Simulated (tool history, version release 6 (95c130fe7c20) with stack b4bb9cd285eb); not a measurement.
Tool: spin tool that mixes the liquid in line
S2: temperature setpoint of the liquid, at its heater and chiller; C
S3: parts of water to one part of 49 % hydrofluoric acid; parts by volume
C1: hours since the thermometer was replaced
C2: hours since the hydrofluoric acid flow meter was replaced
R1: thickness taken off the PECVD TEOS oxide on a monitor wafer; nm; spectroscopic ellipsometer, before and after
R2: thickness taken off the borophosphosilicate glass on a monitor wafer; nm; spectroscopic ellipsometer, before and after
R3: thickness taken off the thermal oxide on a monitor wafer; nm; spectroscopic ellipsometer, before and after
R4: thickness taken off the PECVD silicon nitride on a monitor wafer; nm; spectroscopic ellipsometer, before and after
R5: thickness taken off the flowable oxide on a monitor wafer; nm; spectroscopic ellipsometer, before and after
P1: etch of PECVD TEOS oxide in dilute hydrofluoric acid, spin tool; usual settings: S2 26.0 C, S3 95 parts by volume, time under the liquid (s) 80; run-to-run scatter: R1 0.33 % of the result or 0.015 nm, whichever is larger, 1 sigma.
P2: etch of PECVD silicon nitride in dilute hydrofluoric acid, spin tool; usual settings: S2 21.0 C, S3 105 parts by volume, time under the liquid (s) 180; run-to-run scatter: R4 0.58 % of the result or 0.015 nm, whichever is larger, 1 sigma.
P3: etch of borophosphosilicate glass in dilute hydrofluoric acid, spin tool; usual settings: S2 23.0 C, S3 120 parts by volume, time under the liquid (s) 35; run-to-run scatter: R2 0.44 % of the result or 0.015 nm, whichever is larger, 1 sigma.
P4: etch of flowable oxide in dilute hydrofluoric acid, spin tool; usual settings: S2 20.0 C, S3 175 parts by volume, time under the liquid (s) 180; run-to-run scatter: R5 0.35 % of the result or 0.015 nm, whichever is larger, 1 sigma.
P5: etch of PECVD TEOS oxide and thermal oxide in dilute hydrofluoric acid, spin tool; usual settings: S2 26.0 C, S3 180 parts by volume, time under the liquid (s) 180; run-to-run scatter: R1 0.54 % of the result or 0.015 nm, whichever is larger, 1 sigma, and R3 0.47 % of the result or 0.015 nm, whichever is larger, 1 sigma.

{"run": 1, "day": 0.525, "process that ran": "P1", "S2": 26.0, "S3": 95, "time under the liquid (s)": 80, "C1": 825.5, "C2": 622.1, "R1": 13.751}
{"run": 2, "day": 1.058, "process that ran": "P3", "S2": 23.0, "S3": 120, "time under the liquid (s)": 35, "C1": 838.3, "C2": 634.9, "R2": 14.105}
{"run": 3, "day": 1.517, "process that ran": "P5", "S2": 26.0, "S3": 180, "time under the liquid (s)": 350, "C1": 849.3, "C2": 645.9, "R1": 20.958, "R3": 8.8097}
{"run": 4, "day": 1.85, "process that ran": "P2", "S2": 28.5, "S3": 105, "time under the liquid (s)": 180, "C1": 857.3, "C2": 653.9, "R4": 6.5397}
{"run": 5, "day": 2.158, "process that ran": "P3", "S2": 23.0, "S3": 120, "time under the liquid (s)": 55, "C1": 864.7, "C2": 661.3, "R2": 22.202}
{"run": 6, "day": 2.675, "process that ran": "P5", "S2": 17.5, "S3": 180, "time under the liquid (s)": 180, "C1": 877.1, "C2": 673.7, "R1": 7.747, "R3": 3.2438}
{"run": 7, "day": 3.104, "process that ran": "P1", "S2": 32.0, "S3": 95, "time under the liquid (s)": 80, "C1": 887.4, "C2": 684.0, "R1": 17.239}
{"run": 8, "day": 3.4, "process that ran": "P4", "S2": 20.0, "S3": 175, "time under the liquid (s)": 180, "C1": 894.5, "C2": 691.1, "R5": 19.933}
{"run": 9, "day": 3.875, "process that ran": "P1", "S2": 26.0, "S3": 95, "time under the liquid (s)": 80, "C1": 905.9, "C2": 702.5, "R1": 13.83}
{"run": 10, "day": 4.35, "process that ran": "P2", "S2": 21.0, "S3": 105, "time under the liquid (s)": 180, "C1": 917.3, "C2": 713.9, "R4": 3.9678}
{"run": 11, "day": 4.667, "process that ran": "P2", "S2": 21.0, "S3": 105, "time under the liquid (s)": 335, "C1": 924.9, "C2": 721.5, "R4": 7.4504}
{"run": 12, "day": 4.983, "process that ran": "P2", "S2": 21.0, "S3": 175, "time under the liquid (s)": 180, "C1": 932.5, "C2": 729.1, "R4": 2.3854}
{"run": 13, "day": 5.438, "process that ran": "P1", "S2": 26.0, "S3": 25, "time under the liquid (s)": 80, "C1": 943.4, "C2": 740.0, "R1": 57.336}
{"run": 14, "day": 5.796, "process that ran": "P1", "S2": 32.5, "S3": 95, "time under the liquid (s)": 130, "C1": 952.0, "C2": 748.6, "R1": 28.592}
{"run": 15, "day": 6.029, "process that ran": "P1", "S2": 26.0, "S3": 95, "time under the liquid (s)": 80, "C1": 957.6, "C2": 754.2, "R1": 13.737}
{"run": 16, "day": 6.362, "process that ran": "P1", "S2": 19.5, "S3": 95, "time under the liquid (s)": 80, "C1": 965.6, "C2": 762.2, "R1": 10.642}
{"run": 17, "day": 6.796, "process that ran": "P1", "S2": 26.0, "S3": 165, "time under the liquid (s)": 80, "C1": 976.0, "C2": 772.6, "R1": 7.2767}
{"run": 18, "day": 7.167, "process that ran": "P1", "S2": 26.0, "S3": 95, "time under the liquid (s)": 145, "C1": 984.9, "C2": 781.5, "R1": 24.824}
{"run": 19, "day": 7.7, "process that ran": "P5", "S2": 26.0, "S3": 90, "time under the liquid (s)": 180, "C1": 997.7, "C2": 794.3, "R1": 23.905, "R3": 10.096}
{"run": 20, "day": 8.188, "process that ran": "P4", "S2": 20.0, "S3": 175, "time under the liquid (s)": 360, "C1": 1009.4, "C2": 806.0, "R5": 39.933}
{"run": 21, "day": 8.629, "process that ran": "P1", "S2": 26.0, "S3": 95, "time under the liquid (s)": 15, "C1": 1020.0, "C2": 816.6, "R1": 2.5906}
{"run": 22, "day": 9.067, "process that ran": "P2", "S2": 21.0, "S3": 105, "time under the liquid (s)": 180, "C1": 1030.5, "C2": 827.1, "R4": 3.9655}
{"run": 23, "day": 9.462, "process that ran": "P3", "S2": 18.0, "S3": 120, "time under the liquid (s)": 35, "C1": 1040.0, "C2": 836.6, "R2": 11.611}
{"run": 24, "day": 9.958, "process that ran": "P1", "S2": 26.0, "S3": 95, "time under the liquid (s)": 80, "C1": 1051.9, "C2": 848.5, "R1": 13.744}
{"run": 25, "day": 10.225, "process that ran": "P5", "S2": 26.0, "S3": 180, "time under the liquid (s)": 180, "C1": 1058.3, "C2": 854.9, "R1": 10.733, "R3": 4.4807}
{"day": 10.338, "done": "hydrofluoric acid flow meter replaced"}
{"run": 26, "day": 10.538, "process that ran": "P1", "S2": 26.0, "S3": 95, "time under the liquid (s)": 80, "C1": 1065.8, "C2": 4.9, "R1": 13.667}
{"run": 27, "day": 10.808, "process that ran": "P4", "S2": 17.0, "S3": 175, "time under the liquid (s)": 180, "C1": 1072.3, "C2": 11.4, "R5": 17.58}
{"run": 28, "day": 11.3, "process that ran": "P1", "S2": 26.0, "S3": 95, "time under the liquid (s)": 80, "C1": 1084.1, "C2": 23.2, "R1": 13.825}
{"run": 29, "day": 11.592, "process that ran": "P5", "S2": 26.0, "S3": 180, "time under the liquid (s)": 180, "C1": 1091.1, "C2": 30.2, "R1": 10.806, "R3": 4.5066}
{"run": 30, "day": 11.979, "process that ran": "P3", "S2": 23.0, "S3": 120, "time under the liquid (s)": 35, "C1": 1100.4, "C2": 39.5, "R2": 14.071}
{"run": 31, "day": 12.35, "process that ran": "P4", "S2": 20.0, "S3": 45, "time under the liquid (s)": 180, "C1": 1109.3, "C2": 48.4, "R5": 89.187}
{"run": 32, "day": 12.667, "process that ran": "P3", "S2": 23.0, "S3": 55, "time under the liquid (s)": 35, "C1": 1116.9, "C2": 56.0, "R2": 33.358}
{"run": 33, "day": 12.929, "process that ran": "P1", "S2": 26.0, "S3": 95, "time under the liquid (s)": 80, "C1": 1123.2, "C2": 62.3, "R1": 13.79}
{"run": 34, "day": 13.338, "process that ran": "P1", "S2": 26.0, "S3": 95, "time under the liquid (s)": 80, "C1": 1133.0, "C2": 72.1, "R1": 14.207}
{"run": 35, "day": 13.629, "process that ran": "P1", "S2": 26.0, "S3": 95, "time under the liquid (s)": 80, "C1": 1140.0, "C2": 79.1, "R1": 14.475}
{"run": 36, "day": 13.95, "process that ran": "P1", "S2": 26.0, "S3": 95, "time under the liquid (s)": 80, "C1": 1147.7, "C2": 86.8, "R1": 14.524}
{"run": 37, "day": 14.317, "process that ran": "P1", "S2": 26.0, "S3": 95, "time under the liquid (s)": 80, "C1": 1156.5, "C2": 95.6, "R1": 14.782}
{"run": 38, "day": 14.692, "process that ran": "P1", "S2": 26.0, "S3": 95, "time under the liquid (s)": 80, "C1": 1165.5, "C2": 104.6, "R1": 14.815}
{"run": 39, "day": 15.088, "process that ran": "P1", "S2": 26.0, "S3": 95, "time under the liquid (s)": 80, "C1": 1175.0, "C2": 114.1, "R1": 14.882}
{"run": 40, "day": 15.571, "process that ran": "P1", "S2": 26.0, "S3": 95, "time under the liquid (s)": 80, "C1": 1186.6, "C2": 125.7, "R1": 14.94}
{"run": 41, "day": 15.871, "process that ran": "P1", "S2": 26.0, "S3": 95, "time under the liquid (s)": 80, "C1": 1193.8, "C2": 132.9, "R1": 14.942}

What P1 gives has crept away from where it was. These 2 causes fit the log equally well, each at the size given:
A: liquid hotter than its thermometer reads (K) = 2.03
B: hydrofluoric acid flow above the setpoint (%) = 7.25
The creep began at about day 12.929.

4 check runs are offered, one wafer each, their results left as question marks. Which one tells the causes apart?
{"run": "check 1", "day": 16.171, "process that ran": "P5", "S2": 21.5, "S3": 180, "time under the liquid (s)": 255, "R1": "?", "R3": "?"}
{"run": "check 2", "day": 16.171, "process that ran": "P4", "S2": 20.0, "S3": 95, "time under the liquid (s)": 325, "R5": "?"}
{"run": "check 3", "day": 16.171, "process that ran": "P3", "S2": 23.0, "S3": 120, "time under the liquid (s)": 50, "R2": "?"}
{"run": "check 4", "day": 16.171, "process that ran": "P2", "S2": 28.5, "S3": 160, "time under the liquid (s)": 180, "R4": "?"}

What each check would give under each cause:
check=check_1 result=R1 if_A=13.8930 if_B=13.9690
check=check_1 result=R3 if_A=5.8168 if_B=5.8489
check=check_2 result=R5 if_A=78.082 if_B=77.640
check=check_3 result=R2 if_A=21.882 if_B=21.886
check=check_4 result=R4 if_A=4.8102 if_B=4.5593
How far apart the two closest causes lie, in the result that separates them most: check 1 0.55 %; check 2 0.57 %; check 3 0.02 %; check 4 5.36 %
Only check 4 tells the causes apart: in the others they would give nearly the same result.

Then check 4 was run and gave: R4 4.8409 nm. Which cause is it?

It is A: liquid hotter than its thermometer reads (K).
